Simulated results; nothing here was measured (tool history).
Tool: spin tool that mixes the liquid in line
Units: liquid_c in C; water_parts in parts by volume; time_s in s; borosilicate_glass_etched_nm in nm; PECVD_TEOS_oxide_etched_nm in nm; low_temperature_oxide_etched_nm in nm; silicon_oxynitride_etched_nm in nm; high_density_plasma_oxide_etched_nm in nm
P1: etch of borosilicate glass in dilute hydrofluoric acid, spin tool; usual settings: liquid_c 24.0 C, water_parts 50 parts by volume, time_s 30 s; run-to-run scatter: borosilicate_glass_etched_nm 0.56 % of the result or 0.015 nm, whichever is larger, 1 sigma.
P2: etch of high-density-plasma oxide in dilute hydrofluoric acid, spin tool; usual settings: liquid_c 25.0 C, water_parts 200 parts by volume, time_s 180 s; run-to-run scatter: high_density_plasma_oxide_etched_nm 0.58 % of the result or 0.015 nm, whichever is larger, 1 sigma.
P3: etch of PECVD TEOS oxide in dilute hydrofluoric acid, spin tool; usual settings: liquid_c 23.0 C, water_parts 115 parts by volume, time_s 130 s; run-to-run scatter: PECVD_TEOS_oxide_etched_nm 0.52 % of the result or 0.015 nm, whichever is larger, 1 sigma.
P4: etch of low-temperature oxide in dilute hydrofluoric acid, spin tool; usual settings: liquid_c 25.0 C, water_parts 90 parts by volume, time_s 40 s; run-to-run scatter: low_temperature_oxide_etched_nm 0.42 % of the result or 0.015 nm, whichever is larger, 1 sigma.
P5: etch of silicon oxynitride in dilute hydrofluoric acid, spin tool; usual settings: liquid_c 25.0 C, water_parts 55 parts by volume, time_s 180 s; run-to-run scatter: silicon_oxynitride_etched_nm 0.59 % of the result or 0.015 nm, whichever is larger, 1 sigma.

run    day  process  liquid_c  water_parts  time_s  hours since the thermometer was replaced  hours since the hydrofluoric acid flow meter was replaced  borosilicate_glass_etched_nm  PECVD_TEOS_oxide_etched_nm  low_temperature_oxide_etched_nm  silicon_oxynitride_etched_nm  high_density_plasma_oxide_etched_nm
  1  0.267       P1      24.0           50      30                                    1066.9                                                      702.2                       15.7090
  2  0.712       P3      23.0           30     130                                    1077.6                                                      712.9                                                   37.7860
  3  1.104       P1      24.0           50      15                                    1087.0                                                      722.3                        7.8562
  4  1.446       P1      24.0           50      30                                    1095.2                                                      730.5                       15.7250
  5  1.975       P1      18.5           50      15                                    1107.9                                                      743.2                        6.1886
  6  2.458       P3      27.0          115     130                                    1119.5                                                      754.8                                                   10.4300
  7  2.917       P1      24.0           50      30                                    1130.5                                                      765.8                       15.6630
  8  3.467       P4      25.0           90      75                                    1143.7                                                      779.0                                                                                     11.190
  9  4.012       P5      25.0           55     180                                    1156.8                                                      792.1                                                                                                                  4.85380
 10  4.267       P3      23.0          115      65                                    1162.9                                                      798.2                                                    4.4766
 11  4.654       P2      25.0          200     180                                    1172.2                                                      807.5                                                                                                                                                        5.5748
 12  5.000       P1      29.0           50      30                                    1180.5                                                      815.8                       19.0950
 13  5.446       P4      25.0           55      40                                    1191.2                                                      826.5                                                                                     10.281
 14  5.896       P5      25.0           55      15                                    1202.0                                                      837.3                                                                                                                  0.41581
 15  6.288       P1      24.0           50      30                                    1211.4                                                      846.7                       15.5980
 16  6.708       P1      24.0           50      30                                    1221.5                                                      856.8                       15.6110
 17  7.100       P1      17.0           50      30                                    1230.9                                                      866.2                       11.5850
 18  7.658       P5      32.0           55     180                                    1244.3                                                      879.6                                                                                                                  6.85540
 19  8.100       P2      25.0          200     305                                    1254.9                                                      890.2                                                                                                                                                        9.3830
 20  8.367       P3      23.0          115     130                                    1261.3                                                      896.6                                                    8.7775
 21  8.829       P2      25.0          200     180                                    1272.4                                                      907.7                                                                                                                                                        5.5657

The next listed run, before its measurement:
 22  9.229       P2      18.5          200     180                                    1282.0                                                      917.3                                                                                                                                                             ?

high_density_plasma_oxide_etched_nm: 4.2952 nm
